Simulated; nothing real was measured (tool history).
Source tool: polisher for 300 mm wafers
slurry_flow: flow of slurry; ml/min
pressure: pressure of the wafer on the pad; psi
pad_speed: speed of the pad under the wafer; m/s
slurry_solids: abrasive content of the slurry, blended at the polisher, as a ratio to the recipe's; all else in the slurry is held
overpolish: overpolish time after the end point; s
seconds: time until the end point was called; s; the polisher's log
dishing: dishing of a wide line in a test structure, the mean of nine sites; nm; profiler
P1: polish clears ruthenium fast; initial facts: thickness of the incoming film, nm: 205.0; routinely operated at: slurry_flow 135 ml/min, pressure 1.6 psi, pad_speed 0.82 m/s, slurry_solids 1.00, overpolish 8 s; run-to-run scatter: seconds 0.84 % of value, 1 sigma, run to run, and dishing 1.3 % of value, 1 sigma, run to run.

Run 1, hour 2.2: slurry_flow 135 ml/min, pressure 1.6 psi, pad_speed 0.82 m/s, slurry_solids 1.00, overpolish 8 s. Result: seconds 92.356 s, dishing 13.8200 nm.
Run 2, hour 6.2: slurry_flow 135 ml/min, pressure 1.6 psi, pad_speed 0.82 m/s, slurry_solids 0.55, overpolish 8 s. Result: seconds 124.330 s, dishing 10.6150 nm.
Run 3, hour 9.9: slurry_flow 80 ml/min, pressure 1.6 psi, pad_speed 0.82 m/s, slurry_solids 1.00, overpolish 8 s. Result: seconds 103.490 s, dishing 12.1650 nm.
Run 4, hour 13.6: slurry_flow 135 ml/min, pressure 1.6 psi, pad_speed 0.82 m/s, slurry_solids 1.00, overpolish 8 s. Result: seconds 92.432 s, dishing 13.5330 nm.
Run 5, hour 17.8: slurry_flow 135 ml/min, pressure 1.6 psi, pad_speed 0.82 m/s, slurry_solids 1.00, overpolish 8 s. Result: seconds 91.988 s, dishing 13.7020 nm.
Run 6, hour 20.8: slurry_flow 135 ml/min, pressure 1.6 psi, pad_speed 0.36 m/s, slurry_solids 1.00, overpolish 8 s. Result: seconds 207.720 s, dishing 6.2995 nm.
Run 7, hour 22.9: slurry_flow 135 ml/min, pressure 0.7 psi, pad_speed 0.82 m/s, slurry_solids 1.00, overpolish 8 s. Result: seconds 207.730 s, dishing 6.4519 nm.
Run 8, hour 27.3: slurry_flow 135 ml/min, pressure 1.6 psi, pad_speed 0.82 m/s, slurry_solids 1.00, overpolish 13 s. Result: seconds 90.464 s, dishing 19.6740 nm.
Run 9, hour 31.8: slurry_flow 135 ml/min, pressure 1.6 psi, pad_speed 0.82 m/s, slurry_solids 1.00, overpolish 8 s. Result: seconds 91.410 s, dishing 13.8940 nm.
Run 10, hour 33.9: slurry_flow 135 ml/min, pressure 1.6 psi, pad_speed 0.82 m/s, slurry_solids 1.00, overpolish 3 s. Result: seconds 92.947 s, dishing 5.7802 nm.
Run 11, hour 36.8: slurry_flow 135 ml/min, pressure 1.6 psi, pad_speed 1.28 m/s, slurry_solids 1.00, overpolish 8 s. Result: seconds 58.583 s, dishing 19.7910 nm.
Run 12, hour 40.9: slurry_flow 135 ml/min, pressure 1.6 psi, pad_speed 0.82 m/s, slurry_solids 1.00, overpolish 8 s. Result: seconds 92.072 s, dishing 13.5630 nm.
Run 13, hour 43.8: slurry_flow 135 ml/min, pressure 1.6 psi, pad_speed 0.82 m/s, slurry_solids 1.45, overpolish 8 s. Result: seconds 78.877 s, dishing 15.4990 nm.
Run 14, hour 46.4: slurry_flow 135 ml/min, pressure 2.6 psi, pad_speed 0.82 m/s, slurry_solids 1.00, overpolish 8 s. Result: seconds 55.898 s, dishing 19.9950 nm.
Run 15, hour 49.0: slurry_flow 175 ml/min, pressure 1.6 psi, pad_speed 0.82 m/s, slurry_solids 1.35, overpolish 8 s. Result: seconds 77.890 s, dishing 16.0320 nm.
Run 16, hour 51.3: slurry_flow 210 ml/min, pressure 1.6 psi, pad_speed 0.82 m/s, slurry_solids 1.00, overpolish 8 s. Result: seconds 85.084 s, dishing 14.4220 nm.
Run 17, hour 55.8: slurry_flow 135 ml/min, pressure 1.6 psi, pad_speed 0.82 m/s, slurry_solids 1.00, overpolish 8 s. Result: seconds 90.445 s, dishing 13.2230 nm.

Run 18 has not been measured yet. What should we expect?
Run 18, hour 59.6: slurry_flow 135 ml/min, pressure 1.6 psi, pad_speed 0.82 m/s, slurry_solids 1.00, overpolish 8 s. Result: seconds ?, dishing ?.

{"run 18": {"seconds": 94.658, "dishing": 13.238}}
